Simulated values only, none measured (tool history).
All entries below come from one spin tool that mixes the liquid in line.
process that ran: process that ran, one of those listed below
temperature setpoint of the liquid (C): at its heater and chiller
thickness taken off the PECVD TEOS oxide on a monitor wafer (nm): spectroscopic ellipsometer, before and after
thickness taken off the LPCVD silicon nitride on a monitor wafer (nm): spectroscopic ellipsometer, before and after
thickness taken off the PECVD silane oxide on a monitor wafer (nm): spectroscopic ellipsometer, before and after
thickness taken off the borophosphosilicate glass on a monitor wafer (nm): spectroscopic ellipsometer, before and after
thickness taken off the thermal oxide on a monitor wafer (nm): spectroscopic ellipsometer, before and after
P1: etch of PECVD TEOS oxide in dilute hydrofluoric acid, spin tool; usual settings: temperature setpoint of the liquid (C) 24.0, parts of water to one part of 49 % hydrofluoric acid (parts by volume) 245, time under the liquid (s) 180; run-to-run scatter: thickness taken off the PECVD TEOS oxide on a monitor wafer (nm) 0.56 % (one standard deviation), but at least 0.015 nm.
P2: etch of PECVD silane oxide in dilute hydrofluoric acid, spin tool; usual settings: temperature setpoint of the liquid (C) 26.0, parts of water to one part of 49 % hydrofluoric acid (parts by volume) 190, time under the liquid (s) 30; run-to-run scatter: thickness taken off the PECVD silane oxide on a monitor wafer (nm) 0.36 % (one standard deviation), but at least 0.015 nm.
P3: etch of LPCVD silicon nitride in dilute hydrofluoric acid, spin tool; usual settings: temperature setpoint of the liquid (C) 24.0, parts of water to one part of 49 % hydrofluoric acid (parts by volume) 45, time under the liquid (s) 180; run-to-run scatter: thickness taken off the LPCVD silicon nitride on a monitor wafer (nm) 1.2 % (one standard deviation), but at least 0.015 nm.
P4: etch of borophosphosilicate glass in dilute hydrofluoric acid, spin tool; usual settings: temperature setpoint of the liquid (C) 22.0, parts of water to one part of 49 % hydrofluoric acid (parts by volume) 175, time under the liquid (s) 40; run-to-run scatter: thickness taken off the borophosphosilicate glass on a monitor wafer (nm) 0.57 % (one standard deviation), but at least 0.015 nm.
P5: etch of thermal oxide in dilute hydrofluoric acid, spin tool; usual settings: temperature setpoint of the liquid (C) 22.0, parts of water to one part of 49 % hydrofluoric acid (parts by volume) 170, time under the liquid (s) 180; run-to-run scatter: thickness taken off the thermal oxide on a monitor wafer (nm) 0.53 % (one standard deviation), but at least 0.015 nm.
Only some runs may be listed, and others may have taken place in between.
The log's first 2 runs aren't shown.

| run | day | process that ran | temperature setpoint of the liquid (C) | parts of water to one part of 49 % hydrofluoric acid (parts by volume) | time under the liquid (s) | hours since the thermometer was replaced | hours since the hydrofluoric acid flow meter was replaced | thickness taken off the PECVD TEOS oxide on a monitor wafer (nm) | thickness taken off the LPCVD silicon nitride on a monitor wafer (nm) | thickness taken off the PECVD silane oxide on a monitor wafer (nm) | thickness taken off the borophosphosilicate glass on a monitor wafer (nm) | thickness taken off the thermal oxide on a monitor wafer (nm) |
|---|---|---|---|---|---|---|---|---|---|---|---|---|
| 3 | 0.667 | P3 | 18.5 | 45 | 180 | 503.0 | 1599.4 |  | 1.3820 |  |  |  |
| 4 | 0.838 | P2 | 26.0 | 105 | 30 | 507.1 | 1603.5 |  |  | 15.8400 |  |  |
| 5 | 1.083 | P1 | 24.0 | 350 | 180 | 513.0 | 1609.4 | 3.31600 |  |  |  |  |
| 6 | 1.262 | P1 | 24.0 | 245 | 320 | 517.3 | 1613.7 | 9.39180 |  |  |  |  |
|  | 1.371 | hydrofluoric acid flow meter replaced |
| 7 | 1.512 | P4 | 22.0 | 175 | 40 | 523.3 | 3.4 |  |  |  | 9.0329 |  |
| 8 | 1.762 | P1 | 24.0 | 245 | 180 | 529.3 | 9.4 | 5.32070 |  |  |  |  |
| 9 | 2.012 | P5 | 22.0 | 170 | 180 | 535.3 | 15.4 |  |  |  |  | 3.9984 |
| 10 | 2.238 | P4 | 22.0 | 305 | 40 | 540.7 | 20.8 |  |  |  | 4.5724 |  |
| 11 | 2.375 | P4 | 22.0 | 175 | 70 | 544.0 | 24.1 |  |  |  | 15.7960 |  |
| 12 | 2.646 | P1 | 24.0 | 245 | 25 | 550.5 | 30.6 | 0.72669 |  |  |  |  |
| 13 | 2.829 | P5 | 22.0 | 70 | 180 | 554.9 | 35.0 |  |  |  |  | 10.9570 |
| 14 | 2.979 | P2 | 26.0 | 190 | 60 | 558.5 | 38.6 |  |  | 15.8630 |  |  |
| 15 | 3.271 | P3 | 24.0 | 45 | 340 | 565.5 | 45.6 |  | 3.9274 |  |  |  |
| 16 | 3.425 | P2 | 31.0 | 190 | 30 | 569.2 | 49.3 |  |  | 9.4894 |  |  |
| 17 | 3.700 | P2 | 26.0 | 190 | 30 | 575.8 | 55.9 |  |  | 7.8663 |  |  |
| 18 | 3.912 | P5 | 22.0 | 170 | 55 | 580.9 | 61.0 |  |  |  |  | 1.2223 |
| 19 | 4.121 | P1 | 18.0 | 360 | 180 | 585.9 | 66.0 | 2.61680 |  |  |  |  |
| 20 | 4.254 | P1 | 28.0 | 415 | 180 | 589.1 | 69.2 | 2.99180 |  |  |  |  |
| 21 | 4.550 | P5 | 17.0 | 170 | 180 | 596.2 | 76.3 |  |  |  |  | 3.3328 |
| 22 | 4.796 | P3 | 24.0 | 45 | 180 | 602.1 | 82.2 |  | 2.0797 |  |  |  |
| 23 | 5.100 | P1 | 24.0 | 245 | 180 | 609.4 | 89.5 | 5.21840 |  |  |  |  |
| 24 | 5.375 | P1 | 24.0 | 110 | 180 | 616.0 | 96.1 | 13.60900 |  |  |  |  |
| 25 | 5.542 | P1 | 24.0 | 245 | 180 | 620.0 | 100.1 | 5.28750 |  |  |  |  |

The next listed run, before its measurement:
| 26 | 5.804 | P4 | 17.0 | 175 | 40 | 626.3 | 106.4 |  |  |  | ? |  |

thickness taken off the borophosphosilicate glass on a monitor wafer (nm): 7.3912
